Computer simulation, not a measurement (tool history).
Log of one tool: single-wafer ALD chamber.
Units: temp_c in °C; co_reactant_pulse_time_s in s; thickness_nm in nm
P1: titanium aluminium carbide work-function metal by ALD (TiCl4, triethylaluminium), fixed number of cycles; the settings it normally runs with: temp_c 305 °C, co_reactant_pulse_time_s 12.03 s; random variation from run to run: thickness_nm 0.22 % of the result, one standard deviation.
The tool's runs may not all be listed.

Run 1, day 0.312: temp_c 305 °C, co_reactant_pulse_time_s 12.03 s. Result: thickness_nm 1.9802 nm.
Run 2, day 0.512: temp_c 283 °C, co_reactant_pulse_time_s 12.03 s. Result: thickness_nm 1.794 nm.
Run 3, day 0.683: temp_c 305 °C, co_reactant_pulse_time_s 18.8 s. Result: thickness_nm 2.0124 nm.
Run 4, day 0.896: temp_c 305 °C, co_reactant_pulse_time_s 12.03 s. Result: thickness_nm 1.9808 nm.
Run 5, day 1.133: temp_c 305 °C, co_reactant_pulse_time_s 4.93 s. Result: thickness_nm 1.6456 nm.
Run 6, day 1.354: temp_c 305 °C, co_reactant_pulse_time_s 12.03 s. Result: thickness_nm 1.9827 nm.
Run 7, day 1.529: temp_c 305 °C, co_reactant_pulse_time_s 12.03 s. Result: thickness_nm 1.989 nm.
Run 8, day 1.796: temp_c 305 °C, co_reactant_pulse_time_s 12.03 s. Result: thickness_nm 1.9833 nm.
Run 9, day 2.062: temp_c 319 °C, co_reactant_pulse_time_s 12.03 s. Result: thickness_nm 2.1066 nm.
Run 10, day 2.217: temp_c 321 °C, co_reactant_pulse_time_s 6.42 s. Result: thickness_nm 1.9187 nm.
Run 11, day 2.483: temp_c 305 °C, co_reactant_pulse_time_s 12.03 s. Result: thickness_nm 1.9794 nm.
Run 12, day 2.65: temp_c 281 °C, co_reactant_pulse_time_s 5.5 s. Result: thickness_nm 1.5419 nm.
Run 13, day 2.904: temp_c 305 °C, co_reactant_pulse_time_s 12.03 s. Result: thickness_nm 1.9819 nm.
Run 14, day 3.225: temp_c 305 °C, co_reactant_pulse_time_s 12.03 s. Result: thickness_nm 1.9876 nm.
Run 15, day 3.442: temp_c 305 °C, co_reactant_pulse_time_s 12.03 s. Result: thickness_nm 1.9655 nm.
Run 16, day 3.633: temp_c 305 °C, co_reactant_pulse_time_s 12.03 s. Result: thickness_nm 1.9555 nm.
Run 17, day 3.9: temp_c 305 °C, co_reactant_pulse_time_s 12.03 s. Result: thickness_nm 1.941 nm.
Run 18, day 4.146: temp_c 305 °C, co_reactant_pulse_time_s 12.03 s. Result: thickness_nm 1.9466 nm.
Run 19, day 4.304: temp_c 305 °C, co_reactant_pulse_time_s 12.03 s. Result: thickness_nm 1.946 nm.
Run 20, day 4.488: temp_c 305 °C, co_reactant_pulse_time_s 12.03 s. Result: thickness_nm 1.9406 nm.
Run 21, day 4.658: temp_c 305 °C, co_reactant_pulse_time_s 12.03 s. Result: thickness_nm 1.9435 nm.

What P1 gives has crept away from where it was. These 2 causes fit the log equally well, each at the size given:
A: wafer temperature below the value expected at the setpoint (K) = 4.65
B: triethylaluminium dose below that of a fresh bottle (%) = 19.4
The gradual shift began around day 3.225.

Of the 4 check runs listed below, each run on one wafer and each result written as a question mark, which would let you distinguish the listed causes because they would give clearly different results?
Run check 1, day 4.829: temp_c 318 °C, co_reactant_pulse_time_s 5.08 s. Result: thickness_nm ?.
Run check 2, day 4.829: temp_c 284 °C, co_reactant_pulse_time_s 12.03 s. Result: thickness_nm ?.
Run check 3, day 4.829: temp_c 316 °C, co_reactant_pulse_time_s 12.03 s. Result: thickness_nm ?.
Run check 4, day 4.829: temp_c 317 °C, co_reactant_pulse_time_s 12.03 s. Result: thickness_nm ?.

What every check run would give for each of its results, assuming each possible cause in turn:
  check        result    if A    if B
check 1  thickness_nm   1.725  1.6089
check 2  thickness_nm  1.7684  1.7711
check 3  thickness_nm   2.037  2.0355
check 4  thickness_nm  2.0455  2.0438
Minimum pairwise separation of causes per check, each pair taken at its best-separating result: check 1 6.96 %; check 2 0.15 %; check 3 0.08 %; check 4 0.08 %
The other checks would show nearly matching results whichever cause is true, so check 1 is the only one that separates the causes.

After running check 1, the following was obtained: thickness_nm 1.7206 nm. Which cause does this point to?

It was cause A: wafer temperature below the value expected at the setpoint (K).
